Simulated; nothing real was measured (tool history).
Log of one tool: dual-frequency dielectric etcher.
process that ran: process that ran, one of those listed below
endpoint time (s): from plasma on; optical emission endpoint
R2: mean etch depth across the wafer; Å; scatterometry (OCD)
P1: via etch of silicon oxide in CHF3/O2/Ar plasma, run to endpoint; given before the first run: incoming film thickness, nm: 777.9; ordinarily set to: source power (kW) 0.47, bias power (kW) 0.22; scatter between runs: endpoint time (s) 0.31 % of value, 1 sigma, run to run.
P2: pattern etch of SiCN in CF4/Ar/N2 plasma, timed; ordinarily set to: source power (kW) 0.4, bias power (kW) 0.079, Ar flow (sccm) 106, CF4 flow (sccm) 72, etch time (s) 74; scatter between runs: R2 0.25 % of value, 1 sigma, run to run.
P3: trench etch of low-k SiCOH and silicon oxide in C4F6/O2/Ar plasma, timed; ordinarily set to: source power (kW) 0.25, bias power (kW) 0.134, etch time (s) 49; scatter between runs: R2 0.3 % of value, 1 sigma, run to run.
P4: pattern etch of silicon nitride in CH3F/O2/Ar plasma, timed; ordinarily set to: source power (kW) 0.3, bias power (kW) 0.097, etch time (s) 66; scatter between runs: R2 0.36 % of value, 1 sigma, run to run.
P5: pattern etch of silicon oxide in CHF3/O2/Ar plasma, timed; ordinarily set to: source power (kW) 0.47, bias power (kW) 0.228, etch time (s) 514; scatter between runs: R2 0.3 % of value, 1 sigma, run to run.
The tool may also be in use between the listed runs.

Run 1, hour 7.7: process that ran P1, source power (kW) 0.47, bias power (kW) 0.22. Result: endpoint time (s) 403.34.
Run 2, hour 18.3: process that ran P1, source power (kW) 0.47, bias power (kW) 0.22. Result: endpoint time (s) 402.29.
Run 3, hour 32.8: process that ran P3, source power (kW) 0.25, bias power (kW) 0.089, etch time (s) 49. Result: R2 1066.8 Å.
Run 4, hour 46.1: process that ran P2, source power (kW) 0.31, bias power (kW) 0.079, etch time (s) 74, Ar flow (sccm) 106, CF4 flow (sccm) 72. Result: R2 468.65 Å.
Run 5, hour 59.1: process that ran P1, source power (kW) 0.47, bias power (kW) 0.309. Result: endpoint time (s) 355.61.
Run 6, hour 75.4: process that ran P5, source power (kW) 0.47, bias power (kW) 0.228, etch time (s) 694. Result: R2 13725 Å.
Run 7, hour 84.5: process that ran P3, source power (kW) 0.25, bias power (kW) 0.134, etch time (s) 49. Result: R2 1194.2 Å.
Run 8, hour 93: process that ran P4, source power (kW) 0.3, bias power (kW) 0.097, etch time (s) 36.5. Result: R2 256.41 Å.
Run 9, hour 102.8: process that ran P1, source power (kW) 0.47, bias power (kW) 0.22. Result: endpoint time (s) 402.35.
Run 10, hour 116.5: process that ran P1, source power (kW) 0.47, bias power (kW) 0.156. Result: endpoint time (s) 455.34.
Run 11, hour 125.7: process that ran P3, source power (kW) 0.33, bias power (kW) 0.134, etch time (s) 49. Result: R2 1336.8 Å.
Run 12, hour 135.8: process that ran P4, source power (kW) 0.21, bias power (kW) 0.097, etch time (s) 66. Result: R2 407.16 Å.
Run 13, hour 151.2: process that ran P2, source power (kW) 0.4, bias power (kW) 0.079, etch time (s) 74, Ar flow (sccm) 135, CF4 flow (sccm) 72. Result: R2 562.85 Å.
Run 14, hour 160.8: process that ran P3, source power (kW) 0.25, bias power (kW) 0.134, etch time (s) 49. Result: R2 1196.6 Å.
Run 15, hour 173.3: process that ran P2, source power (kW) 0.4, bias power (kW) 0.079, etch time (s) 56, Ar flow (sccm) 106, CF4 flow (sccm) 72. Result: R2 440.97 Å.
Run 16, hour 183.2: process that ran P1, source power (kW) 0.63, bias power (kW) 0.173. Result: endpoint time (s) 389.84.
Run 17, hour 192.8: process that ran P5, source power (kW) 0.47, bias power (kW) 0.289, etch time (s) 514. Result: R2 11120 Å.
Run 18, hour 206.3: process that ran P2, source power (kW) 0.4, bias power (kW) 0.108, etch time (s) 74, Ar flow (sccm) 106, CF4 flow (sccm) 72. Result: R2 656.09 Å.
Run 19, hour 220.7: process that ran P1, source power (kW) 0.65, bias power (kW) 0.165. Result: endpoint time (s) 394.92.
Run 20, hour 230.9: process that ran P2, source power (kW) 0.4, bias power (kW) 0.079, etch time (s) 74, Ar flow (sccm) 106, CF4 flow (sccm) 44. Result: R2 543.43 Å.
Run 21, hour 244.6: process that ran P4, source power (kW) 0.3, bias power (kW) 0.13, etch time (s) 66. Result: R2 518.53 Å.
Run 22, hour 255.5: process that ran P1, source power (kW) 0.47, bias power (kW) 0.22. Result: endpoint time (s) 403.
Run 23, hour 265.2: process that ran P2, source power (kW) 0.4, bias power (kW) 0.079, etch time (s) 74, Ar flow (sccm) 106, CF4 flow (sccm) 72. Result: R2 583.83 Å.
Run 24, hour 280.6: process that ran P4, source power (kW) 0.3, bias power (kW) 0.097, etch time (s) 66. Result: R2 465.09 Å.
Run 25, hour 293.9: process that ran P4, source power (kW) 0.3, bias power (kW) 0.097, etch time (s) 66. Result: R2 463.41 Å.
Run 26, hour 301.8: process that ran P5, source power (kW) 0.31, bias power (kW) 0.228, etch time (s) 514. Result: R2 8749.5 Å.
Run 27, hour 316.5: process that ran P1, source power (kW) 0.28, bias power (kW) 0.22. Result: endpoint time (s) 490.05.
Run 28, hour 325: process that ran P3, source power (kW) 0.25, bias power (kW) 0.134, etch time (s) 62. Result: R2 1510.1 Å.
Run 29, hour 338.9: process that ran P1, source power (kW) 0.61, bias power (kW) 0.22. Result: endpoint time (s) 364.97.
Run 30, hour 346.3: process that ran P1, source power (kW) 0.57, bias power (kW) 0.258. Result: endpoint time (s) 356.13.
Run 31, hour 358.8: process that ran P5, source power (kW) 0.47, bias power (kW) 0.228, etch time (s) 514. Result: R2 10166 Å.
Run 32, hour 367.5: process that ran P1, source power (kW) 0.47, bias power (kW) 0.22. Result: endpoint time (s) 404.12.
Run 33, hour 377.9: process that ran P1, source power (kW) 0.47, bias power (kW) 0.22. Result: endpoint time (s) 404.16.
Run 34, hour 385.7: process that ran P1, source power (kW) 0.47, bias power (kW) 0.22. Result: endpoint time (s) 406.98.
Run 35, hour 399.8: process that ran P1, source power (kW) 0.47, bias power (kW) 0.22. Result: endpoint time (s) 408.23.
Run 36, hour 415.9: process that ran P1, source power (kW) 0.47, bias power (kW) 0.22. Result: endpoint time (s) 409.85.

Estimate the outcome of run 37 from the log above:
At hour 420.6: wet clean of the chamber.
Run 37, hour 424.5: process that ran P1, source power (kW) 0.47, bias power (kW) 0.22. Result: endpoint time (s) ?.

Logged for run 37: endpoint time (s) 409.24.
